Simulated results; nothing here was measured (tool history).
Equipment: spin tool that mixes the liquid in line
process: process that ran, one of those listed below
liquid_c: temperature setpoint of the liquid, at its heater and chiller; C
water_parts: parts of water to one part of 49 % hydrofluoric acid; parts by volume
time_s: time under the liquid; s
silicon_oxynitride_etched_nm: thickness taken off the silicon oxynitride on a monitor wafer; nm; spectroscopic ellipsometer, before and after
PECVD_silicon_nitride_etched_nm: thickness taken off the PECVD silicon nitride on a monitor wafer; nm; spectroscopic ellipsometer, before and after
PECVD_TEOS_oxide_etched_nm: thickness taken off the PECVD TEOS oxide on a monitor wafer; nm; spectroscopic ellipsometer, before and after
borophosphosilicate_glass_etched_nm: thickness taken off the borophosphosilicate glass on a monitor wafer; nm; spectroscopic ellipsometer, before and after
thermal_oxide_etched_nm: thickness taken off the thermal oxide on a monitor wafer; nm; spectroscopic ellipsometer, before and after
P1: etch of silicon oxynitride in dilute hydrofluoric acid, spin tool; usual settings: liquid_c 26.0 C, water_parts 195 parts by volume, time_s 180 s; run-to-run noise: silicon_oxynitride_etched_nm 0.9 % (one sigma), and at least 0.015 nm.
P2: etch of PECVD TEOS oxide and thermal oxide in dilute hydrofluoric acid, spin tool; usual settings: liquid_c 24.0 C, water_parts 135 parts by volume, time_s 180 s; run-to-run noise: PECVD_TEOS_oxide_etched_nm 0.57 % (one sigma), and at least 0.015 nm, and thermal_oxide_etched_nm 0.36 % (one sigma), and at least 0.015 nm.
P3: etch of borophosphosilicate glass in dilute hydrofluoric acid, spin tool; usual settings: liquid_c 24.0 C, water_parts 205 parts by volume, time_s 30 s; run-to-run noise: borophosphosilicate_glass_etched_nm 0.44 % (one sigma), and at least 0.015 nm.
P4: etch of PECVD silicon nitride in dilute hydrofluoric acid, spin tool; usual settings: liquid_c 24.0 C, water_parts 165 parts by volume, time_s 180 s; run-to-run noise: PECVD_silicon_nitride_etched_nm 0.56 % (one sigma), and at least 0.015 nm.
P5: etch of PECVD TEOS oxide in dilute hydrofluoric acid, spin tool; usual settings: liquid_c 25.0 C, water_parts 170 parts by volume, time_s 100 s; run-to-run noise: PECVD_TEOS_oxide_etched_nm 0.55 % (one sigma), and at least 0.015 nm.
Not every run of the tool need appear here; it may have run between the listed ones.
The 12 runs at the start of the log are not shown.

run     day  process  liquid_c  water_parts  time_s  hours since the thermometer was replaced  hours since the hydrofluoric acid flow meter was replaced  silicon_oxynitride_etched_nm  PECVD_silicon_nitride_etched_nm  PECVD_TEOS_oxide_etched_nm  borophosphosilicate_glass_etched_nm  thermal_oxide_etched_nm
 13   6.454       P1      21.5          195      20                                    1410.5                                                      539.0                       0.20700
 14   6.792       P1      21.0          195     180                                    1418.6                                                      547.1                       1.90830
 15   7.138       P1      26.0          195     180                                    1426.9                                                      555.4                       2.39410
 16   7.650       P2      24.0          135     180                                    1439.2                                                      567.7                                                                                    10.7710                                                        6.2052
 17   8.117       P1      30.0          195     180                                    1450.4                                                      578.9                       2.84480
 18   8.567       P2      24.0          135     180                                    1461.2                                                      589.7                                                                                    10.8120                                                        6.1861
 19   9.212       P3      24.0          205      30                                    1476.7                                                      605.2                                                                                                                          7.8462
 20   9.533       P3      19.5          205      30                                    1484.4                                                      612.9                                                                                                                          6.6936
 21   9.854       P2      24.0           65     180                                    1492.1                                                      620.6                                                                                    24.6990                                                       13.9580
 22  10.300       P5      17.5          170     100                                    1502.8                                                      631.3                                                                                     6.7178
 23  10.938       P4      24.0           30     180                                    1518.1                                                      646.6                                                       20.33200
 24  11.300       P2      29.5          135     180                                    1526.8                                                      655.3                                                                                    13.3430                                                        7.6472
 25  11.742       P1      26.0          195     180                                    1537.4                                                      665.9                       2.44020
 26  12.150       P1      33.5          195     310                                    1547.2                                                      675.7                       5.70030
     12.612  -- hydrofluoric acid flow meter replaced
 27  12.725       P1      26.0          195     180                                    1561.0                                                        2.8                       2.45590
 28  13.308       P1      26.0           65      50                                    1575.0                                                       16.8                       2.24700
 29  13.729       P1      26.0          315     180                                    1585.1                                                       26.9                       1.33160
 30  14.154       P5      25.0           45     100                                    1595.3                                                       37.1                                                                                    39.4680
 31  14.804       P1      26.0          195     180                                    1610.9                                                       52.7                       2.40960
 32  15.383       P4      24.0          165     180                                    1624.8                                                       66.6                                                        3.80550
 33  16.075       P1      26.0          195     180                                    1641.4                                                       83.2                       2.39910
 34  16.679       P1      26.0          195     180                                    1655.9                                                       97.7                       2.36280
 35  16.996       P1      26.0          195     180                                    1663.5                                                      105.3                       2.30820
 36  17.675       P1      26.0          195     180                                    1679.8                                                      121.6                       2.24790

What will run 37 give?
 37  18.254       P1      26.0          195     180                                    1693.7                                                      135.5                             ?

silicon_oxynitride_etched_nm: 2.22930 nm
